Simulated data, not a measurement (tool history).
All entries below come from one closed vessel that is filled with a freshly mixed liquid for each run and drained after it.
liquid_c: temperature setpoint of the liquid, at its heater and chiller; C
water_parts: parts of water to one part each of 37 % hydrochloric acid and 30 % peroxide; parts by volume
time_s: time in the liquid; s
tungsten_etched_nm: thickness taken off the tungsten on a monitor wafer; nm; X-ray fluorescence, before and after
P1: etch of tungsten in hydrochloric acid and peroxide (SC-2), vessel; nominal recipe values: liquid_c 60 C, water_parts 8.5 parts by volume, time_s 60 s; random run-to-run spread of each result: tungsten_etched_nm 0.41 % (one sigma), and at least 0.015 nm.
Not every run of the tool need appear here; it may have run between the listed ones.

run    day  liquid_c  water_parts  time_s  tungsten_etched_nm
  1  0.217        60          8.5      60             25.2130
  2  0.342        45          8.5      60              9.3658
  3  0.608        60          8.5     110             46.1050
  4  0.821        60         13.0      60             17.5880
  5  0.988        60         13.5     100             28.3030
  6  1.196        60          4.0      60             43.8310
  7  1.462        72          8.5      60             52.1340
  8  1.696        60          8.5      60             25.3140
  9  1.867        50          4.0      60             23.0450
 10  2.071        60          8.5      60             25.0950
 11  2.308        60          8.5      30             12.5940
 12  2.512        60          8.5      60             25.1940
 13  2.796        60          8.5      60             25.1030
 14  2.958        60          8.5      60             25.9090
 15  3.138        60          8.5      60             26.2120
 16  3.271        60          8.5      60             26.6130
 17  3.446        60          8.5      60             26.9780
 18  3.658        60          8.5      60             26.9970
 19  3.858        60          8.5      60             27.1910

Run 20 has not been measured yet. What should we expect?
 20  4.038        60          8.5      60                   ?

Run 20 came out at tungsten_etched_nm 27.3420 nm.
